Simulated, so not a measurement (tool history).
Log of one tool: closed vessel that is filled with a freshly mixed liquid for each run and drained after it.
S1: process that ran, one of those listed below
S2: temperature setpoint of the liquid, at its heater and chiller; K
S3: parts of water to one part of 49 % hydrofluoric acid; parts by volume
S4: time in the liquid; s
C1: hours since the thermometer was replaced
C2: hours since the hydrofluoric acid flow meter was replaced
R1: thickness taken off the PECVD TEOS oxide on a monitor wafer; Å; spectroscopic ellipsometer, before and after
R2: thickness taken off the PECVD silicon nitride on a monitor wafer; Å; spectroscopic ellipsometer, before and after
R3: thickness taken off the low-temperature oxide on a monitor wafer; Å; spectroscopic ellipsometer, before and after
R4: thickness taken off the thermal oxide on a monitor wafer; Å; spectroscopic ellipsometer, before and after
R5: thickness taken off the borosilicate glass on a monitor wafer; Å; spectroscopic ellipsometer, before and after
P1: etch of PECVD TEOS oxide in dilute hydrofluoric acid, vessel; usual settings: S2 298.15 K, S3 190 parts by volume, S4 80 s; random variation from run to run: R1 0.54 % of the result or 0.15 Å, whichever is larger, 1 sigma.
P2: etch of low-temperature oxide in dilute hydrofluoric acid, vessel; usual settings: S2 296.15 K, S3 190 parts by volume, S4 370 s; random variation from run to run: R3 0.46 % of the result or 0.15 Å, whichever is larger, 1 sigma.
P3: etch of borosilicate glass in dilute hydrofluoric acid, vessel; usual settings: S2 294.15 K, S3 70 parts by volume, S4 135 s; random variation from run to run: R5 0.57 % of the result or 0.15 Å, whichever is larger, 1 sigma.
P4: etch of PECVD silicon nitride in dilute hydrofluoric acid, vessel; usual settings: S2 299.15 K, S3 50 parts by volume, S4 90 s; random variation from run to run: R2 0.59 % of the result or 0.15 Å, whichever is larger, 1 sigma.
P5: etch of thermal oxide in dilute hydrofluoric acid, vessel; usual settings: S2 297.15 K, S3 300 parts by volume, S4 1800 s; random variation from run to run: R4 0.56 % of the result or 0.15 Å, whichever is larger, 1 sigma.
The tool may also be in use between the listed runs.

Run 1, day 0.462: S1 P1, S2 298.15 K, S3 190 parts by volume, S4 80 s; C1 1571.2; C2 478.0. Result: R1 71.220 Å.
Run 2, day 1.029: S1 P4, S2 299.15 K, S3 80 parts by volume, S4 90 s; C1 1584.8; C2 491.6. Result: R2 31.430 Å.
Run 3, day 1.596: S1 P2, S2 290.15 K, S3 190 parts by volume, S4 370 s; C1 1598.4; C2 505.2. Result: R3 464.13 Å.
Run 4, day 2.150: S1 P1, S2 303.65 K, S3 190 parts by volume, S4 80 s; C1 1611.7; C2 518.5. Result: R1 87.097 Å.
Run 5, day 2.604: S1 P5, S2 297.15 K, S3 150 parts by volume, S4 1800 s; C1 1622.6; C2 529.4. Result: R4 537.37 Å.
Run 6, day 3.096: S1 P1, S2 298.15 K, S3 190 parts by volume, S4 80 s; C1 1634.4; C2 541.2. Result: R1 71.267 Å.
Run 7, day 3.421: S1 P1, S2 298.15 K, S3 190 parts by volume, S4 80 s; C1 1642.2; C2 549.0. Result: R1 71.843 Å.
Run 8, day 3.846: S1 P1, S2 298.15 K, S3 190 parts by volume, S4 120 s; C1 1652.4; C2 559.2. Result: R1 106.640 Å.
Run 9, day 4.358: S1 P1, S2 298.15 K, S3 285 parts by volume, S4 80 s; C1 1664.7; C2 571.5. Result: R1 42.931 Å.
Run 10, day 4.662: S1 P3, S2 294.15 K, S3 95 parts by volume, S4 135 s; C1 1672.0; C2 578.8. Result: R5 299.680 Å.
Run 11, day 4.975: S1 P5, S2 297.15 K, S3 300 parts by volume, S4 1800 s; C1 1679.5; C2 586.3. Result: R4 229.30 Å.
Run 12, day 5.388: S1 P2, S2 296.15 K, S3 280 parts by volume, S4 370 s; C1 1689.4; C2 596.2. Result: R3 364.09 Å.
Run 13, day 5.858: S1 P1, S2 293.65 K, S3 190 parts by volume, S4 80 s; C1 1700.7; C2 607.5. Result: R1 60.626 Å.
Run 14, day 6.183: S1 P4, S2 292.65 K, S3 50 parts by volume, S4 90 s; C1 1708.5; C2 615.3. Result: R2 32.563 Å.
Run 15, day 6.525: S1 P2, S2 296.15 K, S3 190 parts by volume, S4 370 s; C1 1716.7; C2 623.5. Result: R3 586.99 Å.
Run 16, day 6.900: S1 P3, S2 294.15 K, S3 70 parts by volume, S4 30 s; C1 1725.7; C2 632.5. Result: R5 93.347 Å.
Run 17, day 7.312: S1 P1, S2 298.15 K, S3 190 parts by volume, S4 30 s; C1 1735.6; C2 642.4. Result: R1 26.392 Å.
Run 18, day 7.583: S1 P4, S2 299.15 K, S3 50 parts by volume, S4 90 s; C1 1742.1; C2 648.9. Result: R2 50.462 Å.
Run 19, day 8.142: S1 P2, S2 296.15 K, S3 190 parts by volume, S4 600 s; C1 1755.5; C2 662.3. Result: R3 947.34 Å.
Run 20, day 8.712: S1 P1, S2 298.15 K, S3 35 parts by volume, S4 80 s; C1 1769.2; C2 676.0. Result: R1 472.710 Å.
Run 21, day 9.192: S1 P1, S2 298.15 K, S3 190 parts by volume, S4 80 s; C1 1780.7; C2 687.5. Result: R1 72.087 Å.
Run 22, day 9.483: S1 P1, S2 298.15 K, S3 190 parts by volume, S4 80 s; C1 1787.7; C2 694.5. Result: R1 71.273 Å.
Run 23, day 9.992: S1 P1, S2 298.15 K, S3 300 parts by volume, S4 30 s; C1 1799.9; C2 706.7. Result: R1 15.055 Å.
Run 24, day 10.538: S1 P3, S2 299.65 K, S3 70 parts by volume, S4 135 s; C1 1813.0; C2 719.8. Result: R5 525.760 Å.
Run 25, day 11.029: S1 P3, S2 294.15 K, S3 70 parts by volume, S4 135 s; C1 1824.8; C2 731.6. Result: R5 416.180 Å.
Run 26, day 11.550: S1 P5, S2 297.15 K, S3 300 parts by volume, S4 3510 s; C1 1837.3; C2 744.1. Result: R4 445.34 Å.
Run 27, day 11.875: S1 P1, S2 293.15 K, S3 110 parts by volume, S4 80 s; C1 1845.1; C2 751.9. Result: R1 110.770 Å.
Run 28, day 12.179: S1 P3, S2 294.15 K, S3 70 parts by volume, S4 135 s; C1 1852.4; C2 759.2. Result: R5 421.620 Å.
Run 29, day 12.629: S1 P5, S2 290.15 K, S3 300 parts by volume, S4 1800 s; C1 1863.2; C2 770.0. Result: R4 178.43 Å.
Run 30, day 13.112: S1 P1, S2 298.15 K, S3 190 parts by volume, S4 80 s; C1 1874.8; C2 781.6. Result: R1 71.886 Å.
Run 31, day 13.483: S1 P2, S2 296.15 K, S3 190 parts by volume, S4 370 s; C1 1883.7; C2 790.5. Result: R3 590.38 Å.
Run 32, day 14.033: S1 P4, S2 299.15 K, S3 50 parts by volume, S4 30 s; C1 1896.9; C2 803.7. Result: R2 17.026 Å.
Run 33, day 14.517: S1 P1, S2 298.15 K, S3 190 parts by volume, S4 80 s; C1 1908.5; C2 815.3. Result: R1 70.859 Å.
Run 34, day 14.942: S1 P1, S2 298.15 K, S3 190 parts by volume, S4 80 s; C1 1918.7; C2 825.5. Result: R1 72.428 Å.
Run 35, day 15.246: S1 P1, S2 298.15 K, S3 190 parts by volume, S4 80 s; C1 1926.0; C2 832.8. Result: R1 73.186 Å.
Run 36, day 15.788: S1 P1, S2 298.15 K, S3 190 parts by volume, S4 80 s; C1 1939.0; C2 845.8. Result: R1 73.822 Å.
Run 37, day 16.279: S1 P1, S2 298.15 K, S3 190 parts by volume, S4 80 s; C1 1950.8; C2 857.6. Result: R1 74.402 Å.
Run 38, day 16.729: S1 P1, S2 298.15 K, S3 190 parts by volume, S4 80 s; C1 1961.6; C2 868.4. Result: R1 74.995 Å.
Run 39, day 17.100: S1 P1, S2 298.15 K, S3 190 parts by volume, S4 80 s; C1 1970.5; C2 877.3. Result: R1 75.327 Å.
Run 40, day 17.404: S1 P1, S2 298.15 K, S3 190 parts by volume, S4 80 s; C1 1977.8; C2 884.6. Result: R1 75.414 Å.
Run 41, day 17.842: S1 P1, S2 298.15 K, S3 190 parts by volume, S4 80 s; C1 1988.3; C2 895.1. Result: R1 74.677 Å.
Run 42, day 18.400: S1 P1, S2 298.15 K, S3 190 parts by volume, S4 80 s; C1 2001.7; C2 908.5. Result: R1 75.755 Å.
Run 43, day 18.892: S1 P1, S2 298.15 K, S3 190 parts by volume, S4 80 s; C1 2013.5; C2 920.3. Result: R1 75.678 Å.
Run 44, day 19.196: S1 P1, S2 298.15 K, S3 190 parts by volume, S4 80 s; C1 2020.8; C2 927.6. Result: R1 75.313 Å.

What P1 gives has crept away from where it was. These 2 causes fit the log equally well, each at the size given:
A: hydrofluoric acid flow above the setpoint (%) = 4.48
B: liquid hotter than its thermometer reads (K) = 1.45
The creep began at about day 14.517.

4 check runs are offered, one wafer each, their results left as question marks. Which one tells the causes apart?
Run check 1, day 19.500: S1 P4, S2 299.15 K, S3 50 parts by volume, S4 90 s. Result: R2 ?.
Run check 2, day 19.500: S1 P2, S2 296.15 K, S3 190 parts by volume, S4 370 s. Result: R3 ?.
Run check 3, day 19.500: S1 P5, S2 297.15 K, S3 300 parts by volume, S4 1800 s. Result: R4 ?.
Run check 4, day 19.500: S1 P3, S2 294.15 K, S3 70 parts by volume, S4 135 s. Result: R5 ?.

What each check would give under each cause:
  check  result     if A     if B
check 1      R2   52.750   55.615
check 2      R3   616.98   617.94
check 3      R4   242.44   240.87
check 4      R5  439.220  444.740
How far apart the two closest causes lie, in the result that separates them most: check 1 5.29 %; check 2 0.16 %; check 3 0.65 %; check 4 1.25 %
Only check 1 tells the causes apart: in the others they would give nearly the same result.

Check 1 was then run and gave: R2 52.640 Å. Which cause is it?

It is A: hydrofluoric acid flow above the setpoint (%).
